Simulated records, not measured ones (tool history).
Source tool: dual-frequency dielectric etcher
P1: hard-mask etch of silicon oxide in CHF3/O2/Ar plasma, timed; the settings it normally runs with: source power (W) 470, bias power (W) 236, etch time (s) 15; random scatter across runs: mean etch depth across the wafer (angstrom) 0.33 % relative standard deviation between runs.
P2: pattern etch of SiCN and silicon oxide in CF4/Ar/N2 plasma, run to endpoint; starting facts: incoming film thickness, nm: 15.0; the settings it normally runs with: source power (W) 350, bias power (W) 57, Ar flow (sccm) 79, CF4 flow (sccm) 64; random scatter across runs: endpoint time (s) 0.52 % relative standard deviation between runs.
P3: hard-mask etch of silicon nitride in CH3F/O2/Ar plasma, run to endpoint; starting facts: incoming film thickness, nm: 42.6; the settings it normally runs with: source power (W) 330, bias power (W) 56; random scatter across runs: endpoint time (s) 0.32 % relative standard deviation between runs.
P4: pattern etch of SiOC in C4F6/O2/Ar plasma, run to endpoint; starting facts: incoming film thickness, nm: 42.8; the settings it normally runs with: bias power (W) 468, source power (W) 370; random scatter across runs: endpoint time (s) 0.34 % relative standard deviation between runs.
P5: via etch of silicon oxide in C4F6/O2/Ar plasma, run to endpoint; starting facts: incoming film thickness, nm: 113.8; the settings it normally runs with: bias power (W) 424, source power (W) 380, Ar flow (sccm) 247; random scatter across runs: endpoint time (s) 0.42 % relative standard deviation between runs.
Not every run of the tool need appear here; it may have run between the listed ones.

run	hour	process that ran	source power (W)	bias power (W)	etch time (s)	Ar flow (sccm)	CF4 flow (sccm)	hours since the last wet clean	hours since the last source power generator calibration	hours since the last bias power generator calibration	mean etch depth across the wafer (angstrom)	endpoint time (s)
1	10.5	P1	470	236	15			166.8	673.6	2206.6	291.95	
2	29.6	P1	470	236	20.5			185.9	692.7	2225.7	402.58	
3	48.1	P1	570	306	15			204.4	711.2	2244.2	347.83	
4	60.6	P4	370	468				216.9	723.7	2256.7		15.07
5	79.4	P4	450	468				235.7	742.5	2275.5		14.1
6	95.3	P1	470	174	15			251.6	758.4	2291.4	264.55	
7	107.2	P5	380	424		194		263.5	770.3	2303.3		25.127
8	116.7	P2	350	57		49	64	273	779.8	2312.8		22.097
9	136	P1	470	236	15			292.3	799.1	2332.1	294.11	
10	155.4	P1	550	177	15			311.7	818.5	2351.5	282.99	
11	172.5	P4	370	306				328.8	835.6	2368.6		17.672
12	190.1	P1	470	236	8.5			346.4	853.2	2386.2	166.75	
13	203.8	P3	330	56				360.1	866.9	2399.9		74.863
14	212.3	P1	580	236	15			368.6	875.4	2408.4	317.31	
15	221.7	P4	370	468				378	884.8	2417.8		15.172
16	239.7	P2	350	77		79	64	396	902.8	2435.8		21.648
17	252.9	P2	350	57		79	80	409.2	916	2449		22.802
18	262.7	P3	330	34				419	925.8	2458.8		87.358
19	278.2	P1	320	236	10			434.5	941.3	2474.3	170.73	
20	297.2	P3	330	56				453.5	960.3	2493.3		75.362
21	313.3	P1	470	236	15			469.6	976.4	2509.4	293.74	
22	326.8	P1	470	236	15			483.1	989.9	2522.9	292.58	
23	339	P1	290	236	15			495.3	1002.1	2535.1	244.38	
24	349.3	P1	470	236	15			505.6	1012.4	2545.4	292.39	
25	362.6	P5	510	424		247		518.9	1025.7	2558.7		23.272
26	378	P2	350	57		79	64	534.3	1041.1	2574.1		23.56
27	387.2	P5	380	269		247		543.5	1050.3	2583.3		30.5
28	396.5	P1	470	297	15			552.8	1059.6	2592.6	317.93	
29	407.4	P2	350	57		79	64	563.7	1070.5	2603.5		23.555
30	423.9	P5	380	424		247		580.2	1087	2620		26.006
31	438.3	P2	500	57		79	64	594.6	1101.4	2634.4		17.236
32	449.4	P1	470	236	15			605.7	1112.5	2645.5	293.22	

Expected results for the next run?
33	464.8	P3	430	56				621.1	1127.9	2660.9		?

endpoint time (s): 67.532
